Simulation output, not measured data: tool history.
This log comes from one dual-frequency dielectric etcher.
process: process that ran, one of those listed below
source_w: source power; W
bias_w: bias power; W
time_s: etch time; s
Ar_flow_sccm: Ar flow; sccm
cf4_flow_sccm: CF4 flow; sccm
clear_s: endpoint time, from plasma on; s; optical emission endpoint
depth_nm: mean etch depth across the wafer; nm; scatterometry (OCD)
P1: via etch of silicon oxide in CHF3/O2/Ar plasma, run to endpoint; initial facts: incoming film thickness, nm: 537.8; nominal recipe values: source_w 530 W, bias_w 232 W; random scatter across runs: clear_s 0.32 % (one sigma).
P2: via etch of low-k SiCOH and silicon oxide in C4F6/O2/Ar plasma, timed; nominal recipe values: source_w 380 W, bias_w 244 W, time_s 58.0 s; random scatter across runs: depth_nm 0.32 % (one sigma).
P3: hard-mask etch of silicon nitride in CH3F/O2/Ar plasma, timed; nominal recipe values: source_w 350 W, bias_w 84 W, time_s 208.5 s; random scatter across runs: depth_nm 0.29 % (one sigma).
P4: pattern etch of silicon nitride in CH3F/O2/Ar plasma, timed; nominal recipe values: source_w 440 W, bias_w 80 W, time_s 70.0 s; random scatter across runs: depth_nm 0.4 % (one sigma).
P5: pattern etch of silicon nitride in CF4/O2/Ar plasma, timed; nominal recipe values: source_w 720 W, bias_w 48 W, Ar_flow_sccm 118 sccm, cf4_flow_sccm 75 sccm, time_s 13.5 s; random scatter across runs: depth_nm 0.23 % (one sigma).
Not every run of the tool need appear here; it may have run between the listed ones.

run     day  process  source_w  bias_w  time_s  Ar_flow_sccm  cf4_flow_sccm  clear_s  depth_nm
  1   0.342       P1       530     232                                        255.42
  2   0.550       P3       350      84   309.0                                         214.560
  3   0.754       P2       380     244    38.0                                         101.620
  4   1.183       P1       360     232                                        295.80
  5   1.417       P4       440      95    70.0                                          55.346
  6   1.846       P3       350     110   208.5                                         159.170
  7   2.271       P3       430      84   208.5                                         155.870
  8   2.538       P5       720      48    13.5           147             75             31.241
  9   2.962       P5       720      48    13.5           118             54             30.895
 10   3.175       P5       720      68    13.5           118             75             37.191
 11   3.412       P4       440      80    70.0                                          52.477
 12   3.812       P5       720      48    13.5           118             75             32.316
 13   4.112       P1       530     232                                        256.23
 14   4.375       P1       530     320                                        227.53
 15   4.579       P3       350      84   208.5                                         143.850
 16   4.975       P2       380     244    58.0                                         155.330
 17   5.308       P1       370     319                                        260.68
 18   5.704       P1       530     232                                        255.43
 19   6.179       P1       530     149                                        299.22
 20   6.529       P5       720      48     7.5           118             75             18.007
 21   6.958       P4       550      80    70.0                                          57.054
 22   7.317       P3       350      84   208.5                                         143.400
 23   7.575       P4       440      80    99.5                                          74.473
 24   8.004       P5       960      48    13.5           118             75             41.650
 25   8.396       P4       440      80    70.0                                          52.476
 26   8.662       P1       690     232                                        231.86
 27   9.071       P1       630     162                                        270.29
 28   9.496       P1       530     232                                        255.19
 29   9.825       P2       450     244    58.0                                         165.410
 30  10.121       P2       380     315    58.0                                         169.010
 31  10.329       P1       530     232                                        255.85
 32  10.750       P1       530     232                                        256.92
 33  11.192       P1       530     232                                        258.45
 34  11.550       P1       530     232                                        260.08
 35  11.892       P1       530     232                                        259.42
     12.162  -- wet clean of the chamber
 36  12.200       P1       530     232                                        261.30
 37  12.567       P1       530     232                                        260.64
 38  12.946       P1       530     232                                        260.39
 39  13.412       P1       530     232                                        259.63
 40  13.792       P1       530     232                                        259.35

The output of P1 has drifted from where it used to be. Each of the 2 causes below, taken at the size shown beside it, accounts for the log equally well:
A: source power that arrives under what is set, % = 4.58
B: bias power that arrives under what is set, % = 4.86
The process output started creeping at around day 10.329.
What rules out each remaining cause:
chamber walls in a state that lowers the etch rate, %: serviced after onset, at day 12.162, with no recovery of the prior output

Each of the 4 check runs below uses one wafer; its results are left as question marks. Which run tells the causes apart?
check 1  14.171       P2       380     244    58.0                                               ?
check 2  14.171       P5       720      48    13.5           118             75                  ?
check 3  14.171       P3       350      84   208.5                                               ?
check 4  14.171       P4       440      80    70.0                                               ?

If the cause were each of the candidates in turn, the checks would give the following:
  check    result     if A     if B
check 1  depth_nm  152.520  152.710
check 2  depth_nm   31.126   31.805
check 3  depth_nm  141.410  141.380
check 4  depth_nm   51.376   51.399
Distance between the nearest two causes, measured in the result of the check that separates them most: check 1 0.12 %; check 2 2.16 %; check 3 0.02 %; check 4 0.04 %
The other checks would show nearly matching results whichever cause is true, so check 2 is the only one that separates the causes.

Then check 2 was run and gave: depth_nm 31.176 nm. Which cause is it?

The cause is A: source power that arrives under what is set, %.
